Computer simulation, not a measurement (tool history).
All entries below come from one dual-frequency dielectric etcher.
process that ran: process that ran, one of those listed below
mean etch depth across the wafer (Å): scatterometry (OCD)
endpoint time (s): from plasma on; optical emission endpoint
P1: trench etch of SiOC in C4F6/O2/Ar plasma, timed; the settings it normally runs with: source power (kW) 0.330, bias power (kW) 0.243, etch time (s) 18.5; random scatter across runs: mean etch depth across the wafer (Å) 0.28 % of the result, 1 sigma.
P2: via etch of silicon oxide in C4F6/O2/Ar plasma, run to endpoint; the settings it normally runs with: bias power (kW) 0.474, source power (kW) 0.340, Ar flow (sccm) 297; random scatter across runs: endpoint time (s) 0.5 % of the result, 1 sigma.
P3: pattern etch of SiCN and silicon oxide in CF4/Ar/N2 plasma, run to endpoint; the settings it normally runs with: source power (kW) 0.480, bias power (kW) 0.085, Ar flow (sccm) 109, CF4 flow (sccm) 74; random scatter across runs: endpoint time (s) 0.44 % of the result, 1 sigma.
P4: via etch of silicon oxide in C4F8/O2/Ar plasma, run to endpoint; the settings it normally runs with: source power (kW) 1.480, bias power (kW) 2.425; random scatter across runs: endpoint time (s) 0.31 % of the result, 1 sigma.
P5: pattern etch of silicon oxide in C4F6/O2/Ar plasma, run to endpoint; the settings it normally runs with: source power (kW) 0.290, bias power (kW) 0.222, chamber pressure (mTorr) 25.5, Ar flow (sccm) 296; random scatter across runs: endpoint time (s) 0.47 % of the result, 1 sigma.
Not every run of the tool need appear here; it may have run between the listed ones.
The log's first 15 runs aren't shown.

run,hour,process that ran,source power (kW),bias power (kW),etch time (s),chamber pressure (mTorr),Ar flow (sccm),CF4 flow (sccm),mean etch depth across the wafer (Å),endpoint time (s)
16,194.1,P1,0.230,0.194,18.5,,,,324.43,
17,203.8,P1,0.330,0.186,18.5,,,,366.83,
18,218.2,P2,0.340,0.474,,,184,,,29.5550
19,226.3,P5,0.370,0.222,,25.5,296,,,12.1210
20,234.0,P3,0.480,0.085,,,109,104,,12.0220
21,242.4,P1,0.330,0.243,18.5,,,,399.90,
22,254.5,P3,0.620,0.085,,,109,74,,9.9985
23,270.3,P2,0.420,0.474,,,297,,,28.7880
24,281.9,P1,0.330,0.243,18.5,,,,400.04,

Run 25 is up next; what results do you expect?
25,290.2,P3,0.480,0.085,,,129,74,,?

{"run 25": {"endpoint time (s)": 12.758}}

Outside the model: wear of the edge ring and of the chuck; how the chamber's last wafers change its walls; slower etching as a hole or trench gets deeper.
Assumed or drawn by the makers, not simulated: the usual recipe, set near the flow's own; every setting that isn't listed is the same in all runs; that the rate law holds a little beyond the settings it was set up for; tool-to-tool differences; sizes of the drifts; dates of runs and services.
